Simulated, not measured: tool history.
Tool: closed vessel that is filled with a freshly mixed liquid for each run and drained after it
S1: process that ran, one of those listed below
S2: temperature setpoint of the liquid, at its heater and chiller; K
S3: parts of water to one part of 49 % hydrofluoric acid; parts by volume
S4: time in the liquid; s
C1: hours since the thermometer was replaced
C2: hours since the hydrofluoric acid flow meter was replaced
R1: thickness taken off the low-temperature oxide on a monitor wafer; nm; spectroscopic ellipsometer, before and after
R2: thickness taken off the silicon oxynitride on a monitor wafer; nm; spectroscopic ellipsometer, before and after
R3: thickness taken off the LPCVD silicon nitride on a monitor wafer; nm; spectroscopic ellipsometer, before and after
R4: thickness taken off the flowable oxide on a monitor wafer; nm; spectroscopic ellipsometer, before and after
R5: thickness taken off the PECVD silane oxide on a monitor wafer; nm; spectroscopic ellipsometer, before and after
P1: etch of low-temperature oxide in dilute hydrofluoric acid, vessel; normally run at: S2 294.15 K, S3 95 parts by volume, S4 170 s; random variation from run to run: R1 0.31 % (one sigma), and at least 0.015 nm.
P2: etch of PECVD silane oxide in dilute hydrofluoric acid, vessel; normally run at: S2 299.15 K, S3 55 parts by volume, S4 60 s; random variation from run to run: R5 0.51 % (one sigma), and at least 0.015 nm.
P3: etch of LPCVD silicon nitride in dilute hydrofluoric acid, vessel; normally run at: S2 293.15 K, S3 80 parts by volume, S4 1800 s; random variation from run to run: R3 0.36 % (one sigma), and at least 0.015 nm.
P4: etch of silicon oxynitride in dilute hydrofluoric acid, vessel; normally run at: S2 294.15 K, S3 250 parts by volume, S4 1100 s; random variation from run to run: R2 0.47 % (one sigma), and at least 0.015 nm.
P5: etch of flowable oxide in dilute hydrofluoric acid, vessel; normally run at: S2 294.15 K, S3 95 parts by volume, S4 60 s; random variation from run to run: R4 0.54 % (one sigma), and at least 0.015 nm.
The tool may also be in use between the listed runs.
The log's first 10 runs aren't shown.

| run | hour | S1 | S2 | S3 | S4 | C1 | C2 | R1 | R2 | R3 | R4 | R5 |
|---|---|---|---|---|---|---|---|---|---|---|---|---|
| 11 | 49.1 | P1 | 290.15 | 95 | 170 | 824.1 | 323.9 | 34.345 |  |  |  |  |
| 12 | 52.4 | P3 | 290.15 | 80 | 1800 | 827.4 | 327.2 |  |  | 7.3181 |  |  |
| 13 | 57.5 | P3 | 293.15 | 110 | 1800 | 832.5 | 332.3 |  |  | 6.5441 |  |  |
| 14 | 60.7 | P1 | 294.15 | 95 | 170 | 835.7 | 335.5 | 40.632 |  |  |  |  |
| 15 | 65.1 | P1 | 294.15 | 95 | 170 | 840.1 | 339.9 | 40.787 |  |  |  |  |
| 16 | 69.9 | P1 | 294.15 | 95 | 170 | 844.9 | 344.7 | 40.615 |  |  |  |  |
| 17 | 74.4 | P2 | 304.15 | 55 | 60 | 849.4 | 349.2 |  |  |  |  | 48.773 |
| 18 | 79.5 | P3 | 293.15 | 80 | 1800 | 854.5 | 354.3 |  |  | 8.9671 |  |  |
| 19 | 82.5 | P3 | 293.15 | 80 | 3250 | 857.5 | 357.3 |  |  | 16.061 |  |  |
| 20 | 87.7 | P4 | 294.15 | 250 | 1100 | 862.7 | 362.5 |  | 16.061 |  |  |  |
| 21 | 91.9 | P2 | 299.15 | 90 | 60 | 866.9 | 366.7 |  |  |  |  | 23.42 |
| 22 | 97.2 | P1 | 290.15 | 175 | 170 | 872.2 | 372 | 17.225 |  |  |  |  |
| 23 | 102.9 | P4 | 300.15 | 250 | 1100 | 877.9 | 377.7 |  | 21.09 |  |  |  |
| 24 | 106.2 | P5 | 294.15 | 95 | 30 | 881.2 | 381 |  |  |  | 19.452 |  |
| 25 | 109.5 | P4 | 294.15 | 250 | 2105 | 884.5 | 384.3 |  | 30.91 |  |  |  |
| 26 | 112.8 | P1 | 294.15 | 95 | 325 | 887.8 | 387.6 | 77.783 |  |  |  |  |
| 27 | 116.6 | P2 | 299.15 | 55 | 115 | 891.6 | 391.4 |  |  |  |  | 76.9 |

The next listed run, before its measurement:
| 28 | 119.6 | P1 | 294.15 | 95 | 65 | 894.6 | 394.4 | ? |  |  |  |  |

{"run 28": {"R1": 15.566}}
